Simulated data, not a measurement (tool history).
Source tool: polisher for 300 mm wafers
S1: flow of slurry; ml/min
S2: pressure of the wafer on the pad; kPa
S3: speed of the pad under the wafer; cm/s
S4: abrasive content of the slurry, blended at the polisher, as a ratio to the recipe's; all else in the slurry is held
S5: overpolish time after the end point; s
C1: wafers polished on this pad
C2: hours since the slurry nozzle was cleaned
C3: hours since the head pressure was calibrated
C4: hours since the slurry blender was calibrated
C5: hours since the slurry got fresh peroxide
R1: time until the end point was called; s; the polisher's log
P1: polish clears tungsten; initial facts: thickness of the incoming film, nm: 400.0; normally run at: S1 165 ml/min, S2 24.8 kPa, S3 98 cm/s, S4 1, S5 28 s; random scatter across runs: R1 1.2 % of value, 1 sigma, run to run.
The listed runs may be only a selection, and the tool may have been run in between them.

run,hour,S1,S2,S3,S4,S5,C1,C2,C3,C4,C5,R1
1,4.2,165,24.8,98,1,28,160,426.2,234.9,99.3,62,81.027
2,11.7,265,24.8,98,1,28,222,433.7,242.4,106.8,69.5,76.876
3,16.5,165,24.8,98,1,10,262,438.5,247.2,111.6,74.3,83.257
4,23,165,35.9,98,1,28,316,445,253.7,118.1,80.8,56.981
5,29.4,165,24.8,44,1,28,369,451.4,260.1,124.5,87.2,179.51
6,34.7,205,24.8,98,1,46,413,456.7,265.4,129.8,92.5,79.138
7,38.7,165,24.8,98,0.5,28,446,460.7,269.4,133.8,96.5,95.186
8,46.1,100,24.8,98,1,28,507,468.1,276.8,141.2,103.9,89.336
9,53.4,165,24.8,98,1,54,568,475.4,284.1,148.5,111.2,79.787
10,58.9,165,24.8,98,1,28,614,480.9,289.6,154,116.7,80.406
11,66.6,165,24.8,98,1,28,677,488.6,297.3,161.7,124.4,80.648
12,73.1,165,24.8,98,1.45,28,731,495.1,303.8,168.2,130.9,73.492
13,79.3,165,24.8,98,1,28,783,501.3,310,174.4,137.1,80.696
14,82.9,165,24.8,98,1,28,812,504.9,313.6,178,140.7,79.794
15,87,165,15.9,98,1,28,846,509,317.7,182.1,144.8,127.67
16,94.7,165,36.5,98,0.6,28,910,516.7,325.4,189.8,152.5,61.126
17,100.9,165,24.8,154,1,28,962,522.9,331.6,196,158.7,52.069
18,105.1,165,24.8,98,1,28,996,527.1,335.8,200.2,162.9,81.228
19,112.3,165,24.8,98,1,28,1056,534.3,343,207.4,170.1,85.406
20,119.1,165,24.8,98,1,28,1112,541.1,349.8,214.2,176.9,84.275
21,125.2,165,24.8,98,1,28,1163,547.2,355.9,220.3,183,85.502
# hour 128: head pressure recalibrated
22,131.4,165,24.8,98,1,28,1214,553.4,3.4,226.5,189.2,88.302
# hour 132.3: slurry blender recalibrated
23,136.1,165,24.8,98,1,28,1253,558.1,8.1,3.9,193.9,89.039
# hour 141.9: worn pad replaced by a new one
24,143.6,165,24.8,98,1,28,14,565.6,15.6,11.4,201.4,89.484

Run 25 comes next. What will it give?
25,147.2,165,24.8,98,1,28,44,569.2,19.2,15,205,?

Run 25 came out at R1 87.601 s.
